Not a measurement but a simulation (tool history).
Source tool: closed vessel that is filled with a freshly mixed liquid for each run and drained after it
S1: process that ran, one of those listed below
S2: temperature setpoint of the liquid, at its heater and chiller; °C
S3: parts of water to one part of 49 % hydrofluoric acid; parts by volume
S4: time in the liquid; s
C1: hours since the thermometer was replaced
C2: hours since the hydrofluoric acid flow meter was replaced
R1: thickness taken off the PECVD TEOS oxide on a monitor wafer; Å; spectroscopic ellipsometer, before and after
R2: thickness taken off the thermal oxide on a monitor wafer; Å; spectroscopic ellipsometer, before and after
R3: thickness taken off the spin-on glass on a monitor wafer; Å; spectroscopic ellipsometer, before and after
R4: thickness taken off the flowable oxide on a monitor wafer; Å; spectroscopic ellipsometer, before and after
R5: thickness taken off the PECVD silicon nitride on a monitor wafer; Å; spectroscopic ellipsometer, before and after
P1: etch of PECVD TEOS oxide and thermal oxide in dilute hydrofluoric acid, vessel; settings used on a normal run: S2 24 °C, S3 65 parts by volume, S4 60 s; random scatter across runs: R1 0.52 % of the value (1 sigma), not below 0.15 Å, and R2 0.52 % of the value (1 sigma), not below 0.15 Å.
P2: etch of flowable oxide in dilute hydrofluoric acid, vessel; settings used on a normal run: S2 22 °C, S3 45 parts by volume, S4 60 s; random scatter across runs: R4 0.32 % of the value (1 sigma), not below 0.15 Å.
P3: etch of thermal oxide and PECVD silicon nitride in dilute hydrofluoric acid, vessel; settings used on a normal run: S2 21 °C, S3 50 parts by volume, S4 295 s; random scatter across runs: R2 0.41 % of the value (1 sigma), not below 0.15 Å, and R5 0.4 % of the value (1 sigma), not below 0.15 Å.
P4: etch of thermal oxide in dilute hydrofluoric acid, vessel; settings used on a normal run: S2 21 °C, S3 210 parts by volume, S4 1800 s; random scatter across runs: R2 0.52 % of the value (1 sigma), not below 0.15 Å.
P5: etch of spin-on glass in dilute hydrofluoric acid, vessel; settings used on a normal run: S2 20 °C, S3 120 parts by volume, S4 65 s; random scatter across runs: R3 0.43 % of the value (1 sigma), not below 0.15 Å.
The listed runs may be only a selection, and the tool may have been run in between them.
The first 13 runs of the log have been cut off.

| run | day | S1 | S2 | S3 | S4 | C1 | C2 | R1 | R2 | R3 | R4 | R5 |
|---|---|---|---|---|---|---|---|---|---|---|---|---|
| 14 | 4.142 | P3 | 21 | 50 | 545 | 53.5 | 1663.9 |  | 501.4 |  |  | 154.43 |
| 15 | 4.508 | P3 | 17 | 50 | 295 | 62.3 | 1672.7 |  | 227.88 |  |  | 63.749 |
| 16 | 4.8 | P1 | 30.5 | 35 | 60 | 69.3 | 1679.7 | 383.48 | 121.92 |  |  |  |
| 17 | 5.117 | P5 | 20 | 200 | 65 | 76.9 | 1687.3 |  |  | 96.31 |  |  |
| 18 | 5.458 | P5 | 20 | 120 | 65 | 85.1 | 1695.5 |  |  | 174.16 |  |  |
| 19 | 5.858 | P5 | 20 | 120 | 65 | 94.7 | 1705.1 |  |  | 172.28 |  |  |
| 20 | 6.262 | P4 | 21 | 210 | 1800 | 104.4 | 1714.8 |  | 298.42 |  |  |  |
| 21 | 6.671 | P3 | 21 | 50 | 295 | 114.2 | 1724.6 |  | 269.59 |  |  | 83.929 |
| 22 | 7.038 | P1 | 24 | 65 | 60 | 123 | 1733.4 | 153.11 | 48.673 |  |  |  |

Forecast run 23:
| 23 | 7.329 | P4 | 21 | 210 | 1800 | 130 | 1740.4 |  | ? |  |  |  |

Run 23 produced R2 297.97 Å.

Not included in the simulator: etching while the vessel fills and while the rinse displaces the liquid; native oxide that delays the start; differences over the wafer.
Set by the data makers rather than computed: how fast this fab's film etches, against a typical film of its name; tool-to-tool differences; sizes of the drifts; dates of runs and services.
